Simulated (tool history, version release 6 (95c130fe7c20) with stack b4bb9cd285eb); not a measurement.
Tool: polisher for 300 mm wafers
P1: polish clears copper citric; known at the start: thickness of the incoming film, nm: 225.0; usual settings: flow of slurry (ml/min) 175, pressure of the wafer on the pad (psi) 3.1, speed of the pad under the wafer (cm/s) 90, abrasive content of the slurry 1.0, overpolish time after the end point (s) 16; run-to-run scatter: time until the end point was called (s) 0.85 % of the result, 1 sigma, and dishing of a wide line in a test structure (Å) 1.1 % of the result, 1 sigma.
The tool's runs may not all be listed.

run   hour  flow of slurry (ml/min)  pressure of the wafer on the pad (psi)  speed of the pad under the wafer (cm/s)  abrasive content of the slurry  overpolish time after the end point (s)  wafers polished on this pad  hours since the slurry nozzle was cleaned  hours since the head pressure was calibrated  hours since the slurry blender was calibrated  time until the end point was called (s)  dishing of a wide line in a test structure (Å)
  1    6.4                      175                                     3.1                                       90                             1.0                                       16                          551                                      487.5                                        1005.2                                          166.7                                   91.671                                          293.23
  2   14.1                      175                                     3.1                                      134                             1.0                                        6                          616                                      495.2                                        1012.9                                          174.4                                   61.868                                          167.52
  3   21.1                      175                                     3.1                                       90                             1.0                                       16                          674                                      502.2                                        1019.9                                          181.4                                   93.178                                          299.04
  4   25.6                      175                                     3.1                                      128                             1.0                                       16                          712                                      506.7                                        1024.4                                          185.9                                   66.290                                          407.15
  5   29.9                      175                                     3.1                                       90                             1.0                                       16                          747                                      511.0                                        1028.7                                          190.2                                   91.373                                          295.68
  6   34.8                      175                                     3.1                                       90                             1.0                                       16                          788                                      515.9                                        1033.6                                          195.1                                   91.805                                          286.84
  7   40.1                      260                                     3.1                                       90                             1.0                                       16                          833                                      521.2                                        1038.9                                          200.4                                   88.428                                          303.24
  8   47.3                      175                                     3.1                                       90                             0.5                                       16                          893                                      528.4                                        1046.1                                          207.6                                  107.520                                          256.42
  9   52.3                      250                                     3.1                                       90                             1.0                                       31                          934                                      533.4                                        1051.1                                          212.6                                   88.320                                          546.82
 10   56.0                      175                                     4.5                                       90                             1.0                                       16                          965                                      537.1                                        1054.8                                          216.3                                   63.584                                          410.25
 11   63.7                      175                                     3.1                                       90                             1.0                                       30                         1030                                      544.8                                        1062.5                                          224.0                                   92.924                                          519.16
 12   71.5                      105                                     3.1                                       90                             1.0                                       16                         1095                                      552.6                                        1070.3                                          231.8                                  100.260                                          264.81
 13   79.0                      175                                     3.1                                       90                             1.0                                        6                         1157                                      560.1                                        1077.8                                          239.3                                   91.610                                          117.03
 14   83.8                      175                                     1.4                                       90                             1.0                                       16                         1197                                      564.9                                        1082.6                                          244.1                                  197.210                                          140.52
 15   91.5                      175                                     3.1                                       46                             1.0                                       16                         1262                                      572.6                                        1090.3                                          251.8                                  173.970                                          158.91
 16   96.4                      175                                     3.1                                       90                             1.3                                       16                         1302                                      577.5                                        1095.2                                          256.7                                   87.194                                          306.31
 17  102.0                      175                                     3.1                                      124                             1.0                                        7                         1349                                      583.1                                        1100.8                                          262.3                                   67.342                                          184.29
 18  106.3                      175                                     3.1                                       90                             1.0                                       16                         1385                                      587.4                                        1105.1                                          266.6                                   90.768                                          296.93
 19  111.5                      175                                     3.1                                       90                             1.0                                       16                         1429                                      592.6                                        1110.3                                          271.8                                   91.740                                          296.60
 20  118.5                      175                                     3.1                                       90                             1.0                                       16                         1487                                      599.6                                        1117.3                                          278.8                                   94.254                                          285.76
 21  125.9                      175                                     3.1                                       90                             1.0                                       16                         1549                                      607.0                                        1124.7                                          286.2                                   96.784                                          283.59
 22  132.5                      175                                     3.1                                       90                             1.0                                       16                         1604                                      613.6                                        1131.3                                          292.8                                   97.764                                          284.06
 23  139.8                      175                                     3.1                                       90                             1.0                                       16                         1665                                      620.9                                        1138.6                                          300.1                                   97.365                                          279.16
 24  143.4                      175                                     3.1                                       90                             1.0                                       16                         1695                                      624.5                                        1142.2                                          303.7                                   98.355                                          275.68
     143.6  -- head pressure recalibrated
 25  148.1                      175                                     3.1                                       90                             1.0                                       16                         1734                                      629.2                                           4.5                                          308.4                                   98.221                                          273.51
     152.1  -- worn pad replaced by a new one
 26  152.6                      175                                     3.1                                       90                             1.0                                       16                            4                                      633.7                                           9.0                                          312.9                                   99.011                                          274.28
 27  160.1                      175                                     3.1                                       90                             1.0                                       16                           67                                      641.2                                          16.5                                          320.4                                  100.360                                          276.99
 28  165.7                      175                                     3.1                                       90                             1.0                                       16                          114                                      646.8                                          22.1                                          326.0                                   98.286                                          271.34
 29  169.6                      175                                     3.1                                       90                             1.0                                       16                          146                                      650.7                                          26.0                                          329.9                                   98.536                                          272.35

What P1 gives has crept away from where it was. These 2 causes fit the log equally well, each at the size given:
A: abrasive missing from the slurry, % = 31.4
B: slurry flow missing at the pad, % = 34.9
The creep began at about hour 111.5.
Why every other cause is out:
removal rate lost through wear of the pad, %: serviced at hour 152.1, which brought nothing back
head's pressure below its setpoint, %: serviced at hour 143.6, which brought nothing back

4 check runs are offered, each on 2 wafers whose results are averaged, their results left as question marks. Which one tells the causes apart?
check 1  173.5                      175                                     3.1                                       90                            0.55                                       16                                                                                                                                                                                                             ?                                               ?
check 2  173.5                      105                                     3.1                                       90                            1.00                                       16                                                                                                                                                                                                             ?                                               ?
check 3  173.5                      175                                     1.4                                       90                            1.00                                       16                                                                                                                                                                                                             ?                                               ?
check 4  173.5                      175                                     3.1                                      112                            1.00                                        7                                                                                                                                                                                                             ?                                               ?

What each check would give under each cause:
  check                                          result     if A     if B
check 1         time until the end point was called (s)  111.900  112.590
check 1  dishing of a wide line in a test structure (Å)   244.04   242.64
check 2         time until the end point was called (s)  109.740  114.860
check 2  dishing of a wide line in a test structure (Å)   248.56   238.14
check 3         time until the end point was called (s)  213.620  213.660
check 3  dishing of a wide line in a test structure (Å)   129.77   129.75
check 4         time until the end point was called (s)   80.363   80.375
check 4  dishing of a wide line in a test structure (Å)   152.26   152.24
How far apart the two closest causes lie, in the result that separates them most: check 1 0.61 %; check 2 4.56 %; check 3 0.02 %; check 4 0.02 %
Check 2 tells the causes apart: in the others they would give nearly the same result.

Then check 2 was run and gave: time until the end point was called (s) 115.520; dishing of a wide line in a test structure (Å) 240.05. Which cause is it?

It is B: slurry flow missing at the pad, %.
